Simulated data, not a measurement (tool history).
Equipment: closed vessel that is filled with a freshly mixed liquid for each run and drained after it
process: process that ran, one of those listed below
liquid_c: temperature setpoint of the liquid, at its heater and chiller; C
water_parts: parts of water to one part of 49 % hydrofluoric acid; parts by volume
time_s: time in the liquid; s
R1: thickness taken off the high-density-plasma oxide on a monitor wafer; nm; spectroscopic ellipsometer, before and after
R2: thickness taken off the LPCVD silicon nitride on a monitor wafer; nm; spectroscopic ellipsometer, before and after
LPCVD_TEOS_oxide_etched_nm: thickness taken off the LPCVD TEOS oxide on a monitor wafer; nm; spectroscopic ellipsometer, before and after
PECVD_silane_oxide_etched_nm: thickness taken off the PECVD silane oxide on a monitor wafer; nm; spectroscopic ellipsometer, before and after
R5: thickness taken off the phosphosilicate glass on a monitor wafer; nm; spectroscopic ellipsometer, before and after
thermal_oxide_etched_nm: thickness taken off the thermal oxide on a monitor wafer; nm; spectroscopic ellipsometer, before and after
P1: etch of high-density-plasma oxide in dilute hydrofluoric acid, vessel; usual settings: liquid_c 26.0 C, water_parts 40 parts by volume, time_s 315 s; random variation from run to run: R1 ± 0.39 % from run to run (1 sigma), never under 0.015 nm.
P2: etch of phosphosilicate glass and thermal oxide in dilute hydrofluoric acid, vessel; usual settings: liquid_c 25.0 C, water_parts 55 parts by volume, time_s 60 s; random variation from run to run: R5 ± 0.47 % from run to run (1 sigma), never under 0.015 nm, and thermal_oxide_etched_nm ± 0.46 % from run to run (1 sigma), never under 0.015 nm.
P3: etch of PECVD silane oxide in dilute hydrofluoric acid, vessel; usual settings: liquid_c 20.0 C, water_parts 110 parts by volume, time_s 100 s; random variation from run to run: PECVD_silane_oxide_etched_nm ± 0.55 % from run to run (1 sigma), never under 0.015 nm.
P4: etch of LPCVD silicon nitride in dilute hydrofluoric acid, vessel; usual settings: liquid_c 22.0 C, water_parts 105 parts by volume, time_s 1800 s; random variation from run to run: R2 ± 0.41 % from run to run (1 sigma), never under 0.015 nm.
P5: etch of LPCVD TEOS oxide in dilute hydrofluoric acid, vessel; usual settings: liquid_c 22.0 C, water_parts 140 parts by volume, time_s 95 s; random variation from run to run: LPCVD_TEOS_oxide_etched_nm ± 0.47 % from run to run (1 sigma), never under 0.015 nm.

{"run": 1, "hour": 3.0, "process": "P1", "liquid_c": 26.0, "water_parts": 40, "time_s": 315, "R1": 46.666}
{"run": 2, "hour": 9.0, "process": "P1", "liquid_c": 26.0, "water_parts": 40, "time_s": 315, "R1": 46.806}
{"run": 3, "hour": 11.9, "process": "P4", "liquid_c": 22.0, "water_parts": 105, "time_s": 1800, "R2": 7.4975}
{"run": 4, "hour": 15.0, "process": "P1", "liquid_c": 26.0, "water_parts": 55, "time_s": 315, "R1": 33.139}
{"run": 5, "hour": 18.1, "process": "P5", "liquid_c": 22.0, "water_parts": 140, "time_s": 95, "LPCVD_TEOS_oxide_etched_nm": 18.468}
{"run": 6, "hour": 22.0, "process": "P3", "liquid_c": 23.5, "water_parts": 110, "time_s": 100, "PECVD_silane_oxide_etched_nm": 17.426}
{"run": 7, "hour": 25.6, "process": "P2", "liquid_c": 32.5, "water_parts": 55, "time_s": 60, "R5": 233.22, "thermal_oxide_etched_nm": 7.3957}
{"run": 8, "hour": 31.3, "process": "P1", "liquid_c": 34.0, "water_parts": 40, "time_s": 315, "R1": 63.935}
{"run": 9, "hour": 34.8, "process": "P4", "liquid_c": 22.0, "water_parts": 105, "time_s": 1800, "R2": 7.4334}
{"run": 10, "hour": 37.8, "process": "P1", "liquid_c": 20.0, "water_parts": 40, "time_s": 315, "R1": 36.345}
{"run": 11, "hour": 42.9, "process": "P5", "liquid_c": 17.5, "water_parts": 140, "time_s": 95, "LPCVD_TEOS_oxide_etched_nm": 15.274}
{"run": 12, "hour": 47.3, "process": "P3", "liquid_c": 20.0, "water_parts": 110, "time_s": 35, "PECVD_silane_oxide_etched_nm": 5.3355}
{"run": 13, "hour": 50.9, "process": "P4", "liquid_c": 29.5, "water_parts": 105, "time_s": 1800, "R2": 12.078}
{"run": 14, "hour": 54.8, "process": "P1", "liquid_c": 26.0, "water_parts": 40, "time_s": 540, "R1": 79.79}
{"run": 15, "hour": 58.5, "process": "P5", "liquid_c": 22.0, "water_parts": 140, "time_s": 95, "LPCVD_TEOS_oxide_etched_nm": 18.429}
{"run": 16, "hour": 61.4, "process": "P1", "liquid_c": 26.0, "water_parts": 40, "time_s": 315, "R1": 46.784}
{"run": 17, "hour": 67.3, "process": "P1", "liquid_c": 26.0, "water_parts": 40, "time_s": 315, "R1": 46.701}
{"run": 18, "hour": 71.2, "process": "P2", "liquid_c": 25.0, "water_parts": 85, "time_s": 60, "R5": 108.35, "thermal_oxide_etched_nm": 3.4305}
{"run": 19, "hour": 74.7, "process": "P3", "liquid_c": 20.0, "water_parts": 175, "time_s": 100, "PECVD_silane_oxide_etched_nm": 8.936}
{"run": 20, "hour": 77.5, "process": "P5", "liquid_c": 22.0, "water_parts": 140, "time_s": 30, "LPCVD_TEOS_oxide_etched_nm": 5.8239}
{"run": 21, "hour": 81.9, "process": "P1", "liquid_c": 33.0, "water_parts": 60, "time_s": 315, "R1": 39.672}
{"run": 22, "hour": 87.5, "process": "P2", "liquid_c": 25.0, "water_parts": 55, "time_s": 60, "R5": 174.31, "thermal_oxide_etched_nm": 5.5366}
{"run": 23, "hour": 93.7, "process": "P5", "liquid_c": 22.0, "water_parts": 245, "time_s": 95, "LPCVD_TEOS_oxide_etched_nm": 9.3847}
{"run": 24, "hour": 96.6, "process": "P3", "liquid_c": 20.0, "water_parts": 110, "time_s": 100, "PECVD_silane_oxide_etched_nm": 15.326}
{"run": 25, "hour": 99.7, "process": "P4", "liquid_c": 22.0, "water_parts": 175, "time_s": 1800, "R2": 4.5368}
{"run": 26, "hour": 104.2, "process": "P2", "liquid_c": 25.0, "water_parts": 55, "time_s": 60, "R5": 173.42, "thermal_oxide_etched_nm": 5.548}
{"run": 27, "hour": 108.0, "process": "P1", "liquid_c": 26.0, "water_parts": 40, "time_s": 315, "R1": 46.515}
{"run": 28, "hour": 111.4, "process": "P1", "liquid_c": 26.0, "water_parts": 20, "time_s": 315, "R1": 95.607}
{"run": 29, "hour": 117.1, "process": "P1", "liquid_c": 26.0, "water_parts": 40, "time_s": 315, "R1": 46.813}
{"run": 30, "hour": 120.2, "process": "P1", "liquid_c": 21.0, "water_parts": 20, "time_s": 315, "R1": 77.569}
{"run": 31, "hour": 125.3, "process": "P2", "liquid_c": 25.0, "water_parts": 55, "time_s": 30, "R5": 87.568, "thermal_oxide_etched_nm": 2.7637}
{"run": 32, "hour": 129.6, "process": "P4", "liquid_c": 22.0, "water_parts": 105, "time_s": 125, "R2": 0.51746}
{"run": 33, "hour": 136.2, "process": "P3", "liquid_c": 20.0, "water_parts": 110, "time_s": 100, "PECVD_silane_oxide_etched_nm": 15.137}
{"run": 34, "hour": 139.3, "process": "P1", "liquid_c": 26.0, "water_parts": 40, "time_s": 100, "R1": 14.77}
{"run": 35, "hour": 142.2, "process": "P1", "liquid_c": 26.0, "water_parts": 40, "time_s": 315, "R1": 46.752}
{"run": 36, "hour": 145.5, "process": "P1", "liquid_c": 26.0, "water_parts": 40, "time_s": 315, "R1": 47.903}
{"run": 37, "hour": 149.7, "process": "P1", "liquid_c": 26.0, "water_parts": 40, "time_s": 315, "R1": 48.91}
{"run": 38, "hour": 154.7, "process": "P1", "liquid_c": 26.0, "water_parts": 40, "time_s": 315, "R1": 49.468}
{"run": 39, "hour": 159.6, "process": "P1", "liquid_c": 26.0, "water_parts": 40, "time_s": 315, "R1": 49.737}
{"run": 40, "hour": 162.8, "process": "P1", "liquid_c": 26.0, "water_parts": 40, "time_s": 315, "R1": 50.262}
{"run": 41, "hour": 167.1, "process": "P1", "liquid_c": 26.0, "water_parts": 40, "time_s": 315, "R1": 50.479}
{"run": 42, "hour": 171.0, "process": "P1", "liquid_c": 26.0, "water_parts": 40, "time_s": 315, "R1": 50.342}
{"run": 43, "hour": 173.8, "process": "P1", "liquid_c": 26.0, "water_parts": 40, "time_s": 315, "R1": 50.667}
{"run": 44, "hour": 179.4, "process": "P1", "liquid_c": 26.0, "water_parts": 40, "time_s": 315, "R1": 50.101}

The log shows P1 creeping away from where it was. Any of the 2 causes listed here, at the size stated for it, fits the log just as well as the others:
A: liquid hotter than its thermometer reads (K) = 1.97
B: hydrofluoric acid flow above the setpoint (%) = 7.86
The drift started at roughly hour 142.2.

Question marks stand in for the results of the 4 check runs listed below, each run on one wafer. Under which run would the listed causes show clearly different results?
{"run": "check 1", "hour": 185.0, "process": "P2", "liquid_c": 25.0, "water_parts": 55, "time_s": 60, "R5": "?", "thermal_oxide_etched_nm": "?"}
{"run": "check 2", "hour": 185.0, "process": "P5", "liquid_c": 22.0, "water_parts": 140, "time_s": 95, "LPCVD_TEOS_oxide_etched_nm": "?"}
{"run": "check 3", "hour": 185.0, "process": "P3", "liquid_c": 20.0, "water_parts": 110, "time_s": 100, "PECVD_silane_oxide_etched_nm": "?"}
{"run": "check 4", "hour": 185.0, "process": "P4", "liquid_c": 22.0, "water_parts": 105, "time_s": 1800, "R2": "?"}

How each check would come out, cause by cause:
check=check_1 result=R5 if_A=188.750 if_B=189.070
check=check_1 result=thermal_oxide_etched_nm if_A=5.9868 if_B=5.9968
check=check_2 result=LPCVD_TEOS_oxide_etched_nm if_A=19.8640 if_B=20.0720
check=check_3 result=PECVD_silane_oxide_etched_nm if_A=16.4430 if_B=16.5240
check=check_4 result=R2 if_A=8.49700 if_B=8.03120
Per-check spread between the two closest causes, in the result where they differ most: check 1 0.17 %; check 2 1.04 %; check 3 0.49 %; check 4 5.64 %
Check 4 tells the causes apart: in the others they would give nearly the same result.

Here is what check 4 returned: R2 8.03290 nm. Which cause is it?

The correct cause is B, namely: hydrofluoric acid flow above the setpoint (%).
